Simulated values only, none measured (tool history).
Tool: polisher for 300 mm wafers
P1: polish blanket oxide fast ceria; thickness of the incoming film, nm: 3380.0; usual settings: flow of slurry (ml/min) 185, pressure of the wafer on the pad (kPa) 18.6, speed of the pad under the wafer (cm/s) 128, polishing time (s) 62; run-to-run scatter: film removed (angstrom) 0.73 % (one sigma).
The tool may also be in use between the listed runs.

run	hour	flow of slurry (ml/min)	pressure of the wafer on the pad (kPa)	speed of the pad under the wafer (cm/s)	polishing time (s)	film removed (angstrom)
1	9.3	185	18.6	128	62	13284
# hour 21.9: head pressure recalibrated
2	22.3	110	18.6	128	62	12221
3	30.5	185	29	128	62	20856
4	40.7	185	18.6	64	62	6646.3
5	55.1	185	18.6	128	88	19001
6	61.9	185	18.6	128	62	13384
# hour 67.5: worn pad replaced by a new one
7	72.4	185	18.6	128	62	13463
8	83.9	185	18.6	180	62	18804
9	96.7	185	18.6	128	34	7405
10	107.9	185	18.6	128	62	13367
11	121.1	185	18.6	128	62	13505
12	131	185	18.6	128	62	13460

Forecast run 13:
13	141.4	235	18.6	128	62	?

film removed (angstrom): 13902

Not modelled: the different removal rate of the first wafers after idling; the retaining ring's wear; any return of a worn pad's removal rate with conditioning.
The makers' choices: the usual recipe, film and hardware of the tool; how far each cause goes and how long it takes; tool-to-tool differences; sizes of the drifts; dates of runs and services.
